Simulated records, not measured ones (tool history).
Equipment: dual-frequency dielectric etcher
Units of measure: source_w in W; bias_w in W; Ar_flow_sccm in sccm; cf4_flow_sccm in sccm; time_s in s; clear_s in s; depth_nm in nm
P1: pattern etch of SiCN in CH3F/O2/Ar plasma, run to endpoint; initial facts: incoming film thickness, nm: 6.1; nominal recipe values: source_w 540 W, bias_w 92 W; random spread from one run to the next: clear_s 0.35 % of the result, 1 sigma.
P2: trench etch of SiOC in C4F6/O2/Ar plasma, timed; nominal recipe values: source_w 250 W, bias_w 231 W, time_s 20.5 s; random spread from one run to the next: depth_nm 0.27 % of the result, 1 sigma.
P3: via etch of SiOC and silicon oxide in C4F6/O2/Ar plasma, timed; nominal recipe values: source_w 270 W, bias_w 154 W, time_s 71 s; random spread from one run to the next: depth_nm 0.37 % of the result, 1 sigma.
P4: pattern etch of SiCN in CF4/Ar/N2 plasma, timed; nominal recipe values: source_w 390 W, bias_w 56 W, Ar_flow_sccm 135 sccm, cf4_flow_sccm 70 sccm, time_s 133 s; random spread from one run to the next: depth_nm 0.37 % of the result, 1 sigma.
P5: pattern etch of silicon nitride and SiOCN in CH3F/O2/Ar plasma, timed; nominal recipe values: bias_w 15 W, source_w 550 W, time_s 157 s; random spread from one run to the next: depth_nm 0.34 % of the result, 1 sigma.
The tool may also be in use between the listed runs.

run	day	process	source_w	bias_w	Ar_flow_sccm	cf4_flow_sccm	time_s	hours since the last wet clean	hours since the last source power generator calibration	hours since the last bias power generator calibration	clear_s	depth_nm
1	0.288	P1	540	92				320.4	1742.1	421.5	13.309	
2	0.542	P4	390	56	135	70	190.5	326.5	1748.2	427.6		129.47
3	1.025	P1	540	92				338.1	1759.8	439.2	13.197	
4	1.321	P1	320	92				345.2	1766.9	446.3	16.077	
5	1.771	P1	540	92				356	1777.7	457.1	13.28	
6	2	P5	550	15			217	361.5	1783.2	462.6		27.349
7	2.329	P5	550	15			157	369.4	1791.1	470.5		19.932
8	2.788	P4	390	56	135	86	133	380.4	1802.1	481.5		92.741
9	3.033	P5	320	15			157	386.3	1808	487.4		16.33
10	3.417	P2	250	231			20.5	395.5	1817.2	496.6		39.057
11	3.646	P1	540	119				401	1822.7	502.1	12.015	
12	3.95	P3	270	154			39	408.3	1830	509.4		35.958
# day 4.25: source power generator calibrated
13	4.258	P2	330	231			20.5	415.7	0.3	516.8		43.675
14	4.633	P1	540	58				424.7	9.3	525.8	15.461	
15	5.083	P1	410	65				435.5	20.1	536.6	16.482	
16	5.558	P3	270	189			71	446.9	31.5	548		70.069
17	5.862	P1	650	92				454.2	38.8	555.3	12.368	
18	6.354	P4	500	56	135	70	133	466	50.6	567.1		112.17
19	6.725	P4	390	43	135	70	133	474.9	59.5	576		81.871
20	7.142	P4	390	56	135	70	133	484.9	69.5	586		90.611
# day 7.183: wet clean of the chamber
21	7.412	P3	270	154			71	5.5	76	592.5		65.667
22	7.762	P2	250	285			20.5	13.9	84.4	600.9		42.086
23	8.217	P4	390	56	80	70	133	24.8	95.3	611.8		98.284
24	8.638	P3	270	154			71	34.9	105.4	621.9		65.453
25	8.858	P2	250	231			29	40.2	110.7	627.2		55.146
26	9.125	P3	180	154			71	46.6	117.1	633.6		56.055
27	9.408	P5	550	11			157	53.4	123.9	640.4		17.635
28	9.633	P1	540	92				58.8	129.3	645.8	13.199	
29	10.038	P2	250	231			20.5	68.5	139	655.5		39.184
30	10.35	P1	540	92				76	146.5	663	13.123	
31	10.733	P1	540	92				85.2	155.7	672.2	13.273	
32	11.225	P1	540	92				97	167.5	684	13.381	
33	11.675	P1	540	92				107.8	178.3	694.8	13.379	
# day 11.9: wet clean of the chamber
34	12.167	P1	540	92				6.5	190.1	706.6	13.46	
35	12.571	P1	540	92				16.2	199.8	716.3	13.437	
36	12.958	P1	540	92				25.5	209.1	725.6	13.486	
37	13.204	P1	540	92				31.4	215	731.5	13.473	
38	13.45	P1	540	92				37.3	220.9	737.4	13.386	
39	13.712	P1	540	92				43.6	227.2	743.7	13.379	
40	14.196	P1	540	92				55.2	238.8	755.3	13.482	

The output of P1 has drifted from where it used to be. Each of the 2 causes below, taken at the size shown beside it, accounts for the log equally well:
A: bias power that arrives under what is set, % = 4.84
B: source power that arrives under what is set, % = 4.71
Creep in the process output first set in at about day 10.35.
Excluded causes, each with its reason:
chamber walls in a state that lowers the etch rate, %: its service at day 11.9 followed the start of the drift and did not put the process back to its old value

Of the 4 check runs below, each run on 2 wafers with the results averaged and each result still a question mark, which one would tell the listed causes apart?
check 1	14.679	P4	390	56	135	70	174					?
check 2	14.679	P3	220	188			71					?
check 3	14.679	P2	330	231			26.5					?
check 4	14.679	P5	340	15			157					?

Check results expected under each cause:
check	result	if A	if B
check 1	depth_nm	115.93	113.06
check 2	depth_nm	63.494	63.386
check 3	depth_nm	55.254	55.157
check 4	depth_nm	16.363	16.413
Minimum pairwise separation of causes per check, each pair taken at its best-separating result: check 1 2.51 %; check 2 0.17 %; check 3 0.18 %; check 4 0.3 %
Only check 1 tells the causes apart: in the others they would give nearly the same result.

With check 1 done, the readings were: depth_nm 115.37 nm. Identify which of the listed causes applies.

A is the cause: bias power that arrives under what is set, %.
